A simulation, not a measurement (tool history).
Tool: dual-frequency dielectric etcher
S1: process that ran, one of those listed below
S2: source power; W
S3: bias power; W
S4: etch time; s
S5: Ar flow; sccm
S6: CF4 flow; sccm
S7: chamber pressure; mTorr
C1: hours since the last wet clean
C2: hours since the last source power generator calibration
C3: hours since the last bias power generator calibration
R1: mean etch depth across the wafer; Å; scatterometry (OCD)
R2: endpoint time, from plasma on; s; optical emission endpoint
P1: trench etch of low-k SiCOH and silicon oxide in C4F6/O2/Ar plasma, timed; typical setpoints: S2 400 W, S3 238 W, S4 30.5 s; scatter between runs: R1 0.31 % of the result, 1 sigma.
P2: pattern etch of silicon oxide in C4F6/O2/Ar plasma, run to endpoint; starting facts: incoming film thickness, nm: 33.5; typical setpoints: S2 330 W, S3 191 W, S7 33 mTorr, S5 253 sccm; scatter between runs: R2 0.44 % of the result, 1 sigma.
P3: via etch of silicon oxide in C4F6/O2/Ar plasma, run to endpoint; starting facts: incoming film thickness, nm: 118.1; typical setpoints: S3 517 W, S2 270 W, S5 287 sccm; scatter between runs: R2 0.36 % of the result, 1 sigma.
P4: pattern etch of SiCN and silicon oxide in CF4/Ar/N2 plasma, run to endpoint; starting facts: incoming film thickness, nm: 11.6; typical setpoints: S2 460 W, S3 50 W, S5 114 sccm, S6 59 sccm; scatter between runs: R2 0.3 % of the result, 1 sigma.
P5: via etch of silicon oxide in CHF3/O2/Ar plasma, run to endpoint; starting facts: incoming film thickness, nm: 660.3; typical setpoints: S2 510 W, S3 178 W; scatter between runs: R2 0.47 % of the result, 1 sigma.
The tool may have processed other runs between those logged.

| run | hour | S1 | S2 | S3 | S4 | S5 | S6 | S7 | C1 | C2 | C3 | R1 | R2 |
|---|---|---|---|---|---|---|---|---|---|---|---|---|---|
| 1 | 9.9 | P1 | 400 | 238 | 30.5 |  |  |  | 364.9 | 727.8 | 2354.1 | 1084.4 |  |
| 2 | 21.4 | P1 | 310 | 238 | 30.5 |  |  |  | 376.4 | 739.3 | 2365.6 | 985.08 |  |
| 3 | 32.6 | P1 | 540 | 238 | 30.5 |  |  |  | 387.6 | 750.5 | 2376.8 | 1215.4 |  |
| 4 | 48.3 | P4 | 350 | 50 |  | 114 | 59 |  | 403.3 | 766.2 | 2392.5 |  | 19.465 |
| 5 | 63.4 | P4 | 460 | 50 |  | 69 | 59 |  | 418.4 | 781.3 | 2407.6 |  | 14.128 |
| 6 | 71.2 | P4 | 460 | 50 |  | 114 | 59 |  | 426.2 | 789.1 | 2415.4 |  | 15.397 |
| 7 | 84.2 | P5 | 510 | 138 |  |  |  |  | 439.2 | 802.1 | 2428.4 |  | 387.41 |
| 8 | 95.4 | P4 | 460 | 50 |  | 114 | 59 |  | 450.4 | 813.3 | 2439.6 |  | 15.359 |
| 9 | 107.9 | P5 | 730 | 178 |  |  |  |  | 462.9 | 825.8 | 2452.1 |  | 311.75 |
| 10 | 121.5 | P1 | 400 | 164 | 23 |  |  |  | 476.5 | 839.4 | 2465.7 | 721.25 |  |
| 11 | 130.1 | P2 | 330 | 191 |  | 253 |  | 25 | 485.1 | 848 | 2474.3 |  | 10.599 |
| 12 | 140.5 | P2 | 330 | 191 |  | 253 |  | 33 | 495.5 | 858.4 | 2484.7 |  | 11 |
| 13 | 156.1 | P1 | 400 | 162 | 30.5 |  |  |  | 511.1 | 874 | 2500.3 | 954.19 |  |
| 14 | 166.8 | P1 | 400 | 238 | 30.5 |  |  |  | 521.8 | 884.7 | 2511 | 1079.5 |  |
| 15 | 174.6 | P3 | 270 | 344 |  | 287 |  |  | 529.6 | 892.5 | 2518.8 |  | 33.555 |
| 16 | 188.1 | P1 | 400 | 238 | 30.5 |  |  |  | 543.1 | 906 | 2532.3 | 1080.3 |  |
| 17 | 197.6 | P3 | 270 | 517 |  | 339 |  |  | 552.6 | 915.5 | 2541.8 |  | 29.176 |
| 18 | 209.9 | P1 | 400 | 238 | 30.5 |  |  |  | 564.9 | 927.8 | 2554.1 | 1084.7 |  |
| 19 | 218.4 | P4 | 460 | 30 |  | 114 | 59 |  | 573.4 | 936.3 | 2562.6 |  | 17.94 |
|  | 221.5 | bias power generator calibrated |
| 20 | 232.1 | P1 | 400 | 331 | 30.5 |  |  |  | 587.1 | 950 | 10.7 | 1213.2 |  |
| 21 | 247.5 | P2 | 330 | 191 |  | 199 |  | 33 | 602.5 | 965.4 | 26.1 |  | 10.684 |
| 22 | 255.9 | P5 | 510 | 178 |  |  |  |  | 610.9 | 973.8 | 34.5 |  | 359.33 |
| 23 | 271.7 | P3 | 270 | 517 |  | 287 |  |  | 626.7 | 989.6 | 50.3 |  | 28.737 |
| 24 | 281.5 | P2 | 270 | 191 |  | 253 |  | 33 | 636.5 | 999.4 | 60.1 |  | 11.849 |
| 25 | 296.8 | P1 | 400 | 238 | 30.5 |  |  |  | 651.8 | 1014.7 | 75.4 | 1078.4 |  |
| 26 | 310.5 | P4 | 460 | 50 |  | 114 | 77 |  | 665.5 | 1028.4 | 89.1 |  | 14.542 |
| 27 | 317.9 | P1 | 400 | 238 | 20 |  |  |  | 672.9 | 1035.8 | 96.5 | 706.48 |  |
| 28 | 330.6 | P1 | 400 | 238 | 43 |  |  |  | 685.6 | 1048.5 | 109.2 | 1529.5 |  |
| 29 | 345.1 | P3 | 340 | 517 |  | 287 |  |  | 700.1 | 1063 | 123.7 |  | 26.425 |
| 30 | 353.1 | P2 | 330 | 263 |  | 253 |  | 33 | 708.1 | 1071 | 131.7 |  | 9.8765 |
| 31 | 367.2 | P1 | 400 | 238 | 30.5 |  |  |  | 722.2 | 1085.1 | 145.8 | 1082.3 |  |
| 32 | 380.2 | P1 | 400 | 238 | 30.5 |  |  |  | 735.2 | 1098.1 | 158.8 | 1089.8 |  |
| 33 | 388.4 | P1 | 400 | 238 | 30.5 |  |  |  | 743.4 | 1106.3 | 167 | 1092.6 |  |
| 34 | 404.8 | P1 | 400 | 238 | 30.5 |  |  |  | 759.8 | 1122.7 | 183.4 | 1093 |  |
|  | 410.4 | wet clean of the chamber |
| 35 | 420.9 | P1 | 400 | 238 | 30.5 |  |  |  | 10.6 | 1138.8 | 199.5 | 1096.5 |  |

Run 36, settings as shown, results not yet in. Your forecast:
| 36 | 430 | P1 | 400 | 238 | 30.5 |  |  |  | 19.7 | 1147.9 | 208.6 | ? |  |

Logged for run 36: R1 1102.9 Å.
